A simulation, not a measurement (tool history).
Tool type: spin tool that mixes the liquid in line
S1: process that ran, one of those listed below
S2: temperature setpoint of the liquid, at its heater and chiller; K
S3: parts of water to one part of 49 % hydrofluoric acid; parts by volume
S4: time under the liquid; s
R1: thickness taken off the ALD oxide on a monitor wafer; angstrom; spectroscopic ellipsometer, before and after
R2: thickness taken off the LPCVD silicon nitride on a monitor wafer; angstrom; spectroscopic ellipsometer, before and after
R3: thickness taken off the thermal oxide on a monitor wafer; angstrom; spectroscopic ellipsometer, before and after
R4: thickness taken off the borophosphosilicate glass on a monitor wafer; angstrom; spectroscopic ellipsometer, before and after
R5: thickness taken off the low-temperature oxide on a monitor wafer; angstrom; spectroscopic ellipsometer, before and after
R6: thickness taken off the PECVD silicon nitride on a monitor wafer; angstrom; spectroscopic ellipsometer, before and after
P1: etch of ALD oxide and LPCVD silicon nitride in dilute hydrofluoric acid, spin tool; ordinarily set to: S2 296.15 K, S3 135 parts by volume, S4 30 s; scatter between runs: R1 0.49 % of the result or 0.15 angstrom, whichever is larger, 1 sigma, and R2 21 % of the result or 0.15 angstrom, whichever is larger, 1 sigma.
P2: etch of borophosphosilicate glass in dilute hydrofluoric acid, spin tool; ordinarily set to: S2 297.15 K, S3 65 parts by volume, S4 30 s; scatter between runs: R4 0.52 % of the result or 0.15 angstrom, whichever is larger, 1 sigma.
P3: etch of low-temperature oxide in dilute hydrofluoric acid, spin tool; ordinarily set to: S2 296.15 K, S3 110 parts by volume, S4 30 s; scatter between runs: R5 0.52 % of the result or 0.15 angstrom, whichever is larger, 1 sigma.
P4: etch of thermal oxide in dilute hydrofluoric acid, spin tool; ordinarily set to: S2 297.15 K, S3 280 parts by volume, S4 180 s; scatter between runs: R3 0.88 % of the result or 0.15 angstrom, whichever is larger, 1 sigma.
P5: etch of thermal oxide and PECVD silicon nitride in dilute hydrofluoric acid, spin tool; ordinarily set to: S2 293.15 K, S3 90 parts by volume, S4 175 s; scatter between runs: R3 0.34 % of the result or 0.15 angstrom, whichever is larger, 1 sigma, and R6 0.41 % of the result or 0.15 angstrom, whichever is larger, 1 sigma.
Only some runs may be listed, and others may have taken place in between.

run,hour,S1,S2,S3,S4,R1,R2,R3,R4,R5,R6
1,9.7,P1,296.15,135,30,68.058,1.2957,,,,
2,17.5,P1,296.15,135,30,68.272,1.1405,,,,
3,25.2,P4,297.15,280,290,,,38.499,,,
4,31.4,P4,297.15,430,180,,,13.655,,,
5,39.7,P2,297.15,65,55,,,,419.67,,
6,45.9,P2,304.65,65,30,,,,308.47,,
7,53.9,P3,296.15,110,30,,,,,49.568,
8,59.4,P5,293.15,90,275,,,127.52,,,117.28
9,64.7,P1,296.15,135,30,68.57,1.7899,,,,
10,73.2,P5,293.15,90,175,,,80.772,,,73.823
11,84.4,P1,290.65,135,30,54.702,0.76474,,,,
12,92.5,P3,296.15,110,30,,,,,49.427,
13,98.3,P1,296.15,180,60,97.792,1.1701,,,,
14,103.6,P3,296.15,110,55,,,,,90.389,
15,114.5,P1,296.15,135,30,68.412,1.3164,,,,
16,126,P1,296.15,135,30,68.774,1.2542,,,,
17,137.7,P5,293.15,90,175,,,80.788,,,73.994
18,148.2,P1,296.15,85,30,114.91,2.2787,,,,
19,156.2,P5,293.15,165,175,,,40.797,,,41.029
20,162.7,P1,302.15,135,30,85.795,1.9488,,,,
21,172.1,P1,296.15,135,15,34.009,0.91085,,,,
22,178.2,P2,297.15,110,30,,,,128.47,,
23,190.3,P5,300.15,90,175,,,107.15,,,118.18
24,199.1,P3,291.15,110,30,,,,,40.462,
25,207.4,P1,296.15,135,60,137.66,3.2893,,,,
26,217.5,P3,296.15,190,30,,,,,26.438,
27,224.5,P1,296.15,65,45,231.41,2.468,,,,
28,234.1,P4,305.65,280,180,,,31.684,,,
29,245.6,P1,296.15,220,30,38.357,0.88086,,,,
30,257,P2,297.15,65,30,,,,228.04,,
31,269,P4,297.15,280,180,,,23.487,,,
32,277.4,P1,296.15,135,30,69.023,1.3912,,,,
33,282.8,P1,296.15,135,30,71.906,1.4573,,,,
34,289.8,P1,296.15,135,30,73.231,1.3246,,,,
35,298.2,P1,296.15,135,30,74.821,1.413,,,,
36,304.5,P1,296.15,135,30,74.605,1.1158,,,,
37,311.3,P1,296.15,135,30,74.843,1.2861,,,,
38,316.6,P1,296.15,135,30,74.816,1.3715,,,,

Something has made what P1 gives creep away from where it was; the 2 causes below, each at its own stated size, fit the log equally well:
A: liquid hotter than its thermometer reads (K) = 2.3
B: hydrofluoric acid flow above the setpoint (%) = 8
At approximately hour 277.4, the process output began to creep.

4 check runs are offered, one wafer each, their results left as question marks. Which one tells the causes apart?
check 1,321.9,P3,296.15,110,30,,,,,?,
check 2,321.9,P2,297.15,65,30,,,,?,,
check 3,321.9,P5,293.15,90,175,,,?,,,?
check 4,321.9,P4,297.15,280,180,,,?,,,

Predicted outcomes, by check and by cause:
check,result,if A,if B
check 1,R5,54.303,54.105
check 2,R4,251.56,249.18
check 3,R3,88.96,88.117
check 3,R6,86.416,79.724
check 4,R3,25.931,26.402
Per-check spread between the two closest causes, in the result where they differ most: check 1 0.37 %; check 2 0.95 %; check 3 8.06 %; check 4 1.8 %
Only check 3 tells the causes apart: in the others they would give nearly the same result.

Check 3 has now been run. It gave: R3 89.522 angstrom; R6 86.378 angstrom. Which of the candidate causes is it?

Of the candidate causes, it is A: liquid hotter than its thermometer reads (K).
